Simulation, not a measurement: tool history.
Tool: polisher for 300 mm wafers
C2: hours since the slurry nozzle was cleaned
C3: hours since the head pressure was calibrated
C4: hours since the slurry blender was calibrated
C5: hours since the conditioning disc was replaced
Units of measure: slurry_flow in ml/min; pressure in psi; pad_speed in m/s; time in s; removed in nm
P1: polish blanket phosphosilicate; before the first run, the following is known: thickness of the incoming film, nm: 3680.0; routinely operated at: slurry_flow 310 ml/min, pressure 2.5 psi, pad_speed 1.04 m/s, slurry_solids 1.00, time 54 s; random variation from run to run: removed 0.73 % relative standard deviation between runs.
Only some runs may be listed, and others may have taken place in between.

Run 1, hour 6.2: slurry_flow 310 ml/min, pressure 2.5 psi, pad_speed 1.04 m/s, slurry_solids 1.00, time 54 s; wafers polished on this pad 297; C2 322.5; C3 248.7; C4 34.7; C5 189.2. Result: removed 339.96 nm.
Run 2, hour 13.1: slurry_flow 310 ml/min, pressure 2.5 psi, pad_speed 1.04 m/s, slurry_solids 1.00, time 54 s; wafers polished on this pad 366; C2 329.4; C3 255.6; C4 41.6; C5 196.1. Result: removed 340.79 nm.
Run 3, hour 19.1: slurry_flow 310 ml/min, pressure 2.5 psi, pad_speed 1.04 m/s, slurry_solids 1.00, time 54 s; wafers polished on this pad 426; C2 335.4; C3 261.6; C4 47.6; C5 202.1. Result: removed 339.90 nm.
Run 4, hour 25.1: slurry_flow 310 ml/min, pressure 2.5 psi, pad_speed 1.04 m/s, slurry_solids 1.00, time 85 s; wafers polished on this pad 485; C2 341.4; C3 267.6; C4 53.6; C5 208.1. Result: removed 530.39 nm.
Run 5, hour 31.7: slurry_flow 310 ml/min, pressure 2.5 psi, pad_speed 1.04 m/s, slurry_solids 1.45, time 54 s; wafers polished on this pad 551; C2 348.0; C3 274.2; C4 60.2; C5 214.7. Result: removed 390.56 nm.
At hour 34.0: slurry nozzle cleaned.
Run 6, hour 35.1: slurry_flow 310 ml/min, pressure 1.5 psi, pad_speed 0.68 m/s, slurry_solids 1.00, time 54 s; wafers polished on this pad 585; C2 1.2; C3 277.6; C4 63.6; C5 218.1. Result: removed 144.71 nm.
Run 7, hour 39.8: slurry_flow 310 ml/min, pressure 2.5 psi, pad_speed 1.04 m/s, slurry_solids 1.00, time 54 s; wafers polished on this pad 632; C2 5.9; C3 282.3; C4 68.3; C5 222.8. Result: removed 337.93 nm.
Run 8, hour 44.7: slurry_flow 310 ml/min, pressure 2.5 psi, pad_speed 1.04 m/s, slurry_solids 1.00, time 54 s; wafers polished on this pad 681; C2 10.8; C3 287.2; C4 73.2; C5 227.7. Result: removed 342.55 nm.
At hour 45.0: conditioning disc replaced and pad reconditioned.
Run 9, hour 48.4: slurry_flow 310 ml/min, pressure 2.5 psi, pad_speed 0.68 m/s, slurry_solids 1.00, time 54 s; wafers polished on this pad 717; C2 14.5; C3 290.9; C4 76.9; C5 3.4. Result: removed 241.18 nm.
Run 10, hour 53.4: slurry_flow 310 ml/min, pressure 1.1 psi, pad_speed 1.04 m/s, slurry_solids 1.35, time 54 s; wafers polished on this pad 767; C2 19.5; C3 295.9; C4 81.9; C5 8.4. Result: removed 169.17 nm.
Run 11, hour 59.1: slurry_flow 310 ml/min, pressure 2.5 psi, pad_speed 1.04 m/s, slurry_solids 1.00, time 54 s; wafers polished on this pad 824; C2 25.2; C3 301.6; C4 87.6; C5 14.1. Result: removed 337.00 nm.
Run 12, hour 65.5: slurry_flow 420 ml/min, pressure 2.5 psi, pad_speed 1.04 m/s, slurry_solids 1.00, time 54 s; wafers polished on this pad 888; C2 31.6; C3 308.0; C4 94.0; C5 20.5. Result: removed 344.35 nm.
Run 13, hour 72.0: slurry_flow 310 ml/min, pressure 2.5 psi, pad_speed 1.04 m/s, slurry_solids 0.55, time 54 s; wafers polished on this pad 952; C2 38.1; C3 314.5; C4 100.5; C5 27.0. Result: removed 245.75 nm.
Run 14, hour 77.9: slurry_flow 185 ml/min, pressure 3.2 psi, pad_speed 1.04 m/s, slurry_solids 1.00, time 54 s; wafers polished on this pad 1011; C2 44.0; C3 320.4; C4 106.4; C5 32.9. Result: removed 411.78 nm.
Run 15, hour 81.6: slurry_flow 310 ml/min, pressure 2.5 psi, pad_speed 1.42 m/s, slurry_solids 1.00, time 54 s; wafers polished on this pad 1048; C2 47.7; C3 324.1; C4 110.1; C5 36.6. Result: removed 432.57 nm.
Run 16, hour 85.3: slurry_flow 185 ml/min, pressure 2.5 psi, pad_speed 1.04 m/s, slurry_solids 1.00, time 54 s; wafers polished on this pad 1085; C2 51.4; C3 327.8; C4 113.8; C5 40.3. Result: removed 322.61 nm.
Run 17, hour 88.3: slurry_flow 310 ml/min, pressure 1.5 psi, pad_speed 1.04 m/s, slurry_solids 1.00, time 54 s; wafers polished on this pad 1115; C2 54.4; C3 330.8; C4 116.8; C5 43.3. Result: removed 204.98 nm.
Run 18, hour 94.1: slurry_flow 310 ml/min, pressure 2.5 psi, pad_speed 1.04 m/s, slurry_solids 1.00, time 30 s; wafers polished on this pad 1173; C2 60.2; C3 336.6; C4 122.6; C5 49.1. Result: removed 190.99 nm.
Run 19, hour 98.3: slurry_flow 310 ml/min, pressure 3.9 psi, pad_speed 1.04 m/s, slurry_solids 1.00, time 54 s; wafers polished on this pad 1214; C2 64.4; C3 340.8; C4 126.8; C5 53.3. Result: removed 527.50 nm.
Run 20, hour 104.7: slurry_flow 310 ml/min, pressure 2.5 psi, pad_speed 1.04 m/s, slurry_solids 1.00, time 54 s; wafers polished on this pad 1278; C2 70.8; C3 347.2; C4 133.2; C5 59.7. Result: removed 337.58 nm.
Run 21, hour 109.5: slurry_flow 310 ml/min, pressure 2.5 psi, pad_speed 1.04 m/s, slurry_solids 1.00, time 54 s; wafers polished on this pad 1326; C2 75.6; C3 352.0; C4 138.0; C5 64.5. Result: removed 323.54 nm.
Run 22, hour 112.5: slurry_flow 310 ml/min, pressure 2.5 psi, pad_speed 1.04 m/s, slurry_solids 1.00, time 54 s; wafers polished on this pad 1356; C2 78.6; C3 355.0; C4 141.0; C5 67.5. Result: removed 319.52 nm.
At hour 116.9: slurry nozzle cleaned.
Run 23, hour 117.2: slurry_flow 310 ml/min, pressure 2.5 psi, pad_speed 1.04 m/s, slurry_solids 1.00, time 54 s; wafers polished on this pad 1403; C2 0.4; C3 359.7; C4 145.7; C5 72.2. Result: removed 308.00 nm.
At hour 119.6: conditioning disc replaced and pad reconditioned.
Run 24, hour 122.3: slurry_flow 310 ml/min, pressure 2.5 psi, pad_speed 1.04 m/s, slurry_solids 1.00, time 54 s; wafers polished on this pad 1453; C2 5.5; C3 364.8; C4 150.8; C5 2.8. Result: removed 302.84 nm.
Run 25, hour 125.9: slurry_flow 310 ml/min, pressure 2.5 psi, pad_speed 1.04 m/s, slurry_solids 1.00, time 54 s; wafers polished on this pad 1489; C2 9.1; C3 368.4; C4 154.4; C5 6.4. Result: removed 302.69 nm.
At hour 127.8: head pressure recalibrated.
Run 26, hour 129.1: slurry_flow 310 ml/min, pressure 2.5 psi, pad_speed 1.04 m/s, slurry_solids 1.00, time 54 s; wafers polished on this pad 1521; C2 12.3; C3 1.4; C4 157.6; C5 9.6. Result: removed 303.93 nm.
Run 27, hour 132.2: slurry_flow 310 ml/min, pressure 2.5 psi, pad_speed 1.04 m/s, slurry_solids 1.00, time 54 s; wafers polished on this pad 1552; C2 15.4; C3 4.5; C4 160.7; C5 12.7. Result: removed 304.22 nm.
Run 28, hour 137.8: slurry_flow 310 ml/min, pressure 2.5 psi, pad_speed 1.04 m/s, slurry_solids 1.00, time 54 s; wafers polished on this pad 1608; C2 21.0; C3 10.1; C4 166.3; C5 18.3. Result: removed 303.14 nm.

Compared with where it was, what P1 gives has crept away. Each cause listed below fits the log as well as the rest, at the size given for it:
A: removal rate lost through wear of the pad, % = 10.3
B: abrasive missing from the slurry, % = 20.2
Creep in the process output first set in at about hour 104.7.
All other causes, with the reason each is excluded:
slurry flow missing at the pad, %: its service at hour 116.9 followed the start of the drift and did not put the process back to its old value
head's pressure below its setpoint, %: its service at hour 127.8 followed the start of the drift and did not put the process back to its old value
time polished since the conditioner stopped cutting, s: its service at hour 119.6 followed the start of the drift and did not put the process back to its old value

Of the 4 check runs below, each run on 5 wafers with the results averaged and each result still a question mark, which one would tell the listed causes apart?
Run check 1, hour 143.4: slurry_flow 185 ml/min, pressure 2.5 psi, pad_speed 1.04 m/s, slurry_solids 1.00, time 83 s. Result: removed ?.
Run check 2, hour 143.4: slurry_flow 185 ml/min, pressure 2.5 psi, pad_speed 1.04 m/s, slurry_solids 1.00, time 76 s. Result: removed ?.
Run check 3, hour 143.4: slurry_flow 310 ml/min, pressure 2.5 psi, pad_speed 1.26 m/s, slurry_solids 1.00, time 67 s. Result: removed ?.
Run check 4, hour 143.4: slurry_flow 310 ml/min, pressure 2.5 psi, pad_speed 0.80 m/s, slurry_solids 0.65, time 54 s. Result: removed ?.

How each check would come out, cause by cause:
  check   result    if A    if B
check 1  removed  440.51  440.42
check 2  removed  403.36  403.27
check 3  removed  439.39  439.30
check 4  removed  197.82  193.08
Separation of the two closest causes in each check, using whichever result separates them best: check 1 0.02 %; check 2 0.02 %; check 3 0.02 %; check 4 2.43 %
The other checks would show nearly matching results whichever cause is true, so check 4 is the only one that separates the causes.

Then check 4 was run and gave: removed 192.99 nm. Which cause is it?

The correct cause is B, namely: abrasive missing from the slurry, %.
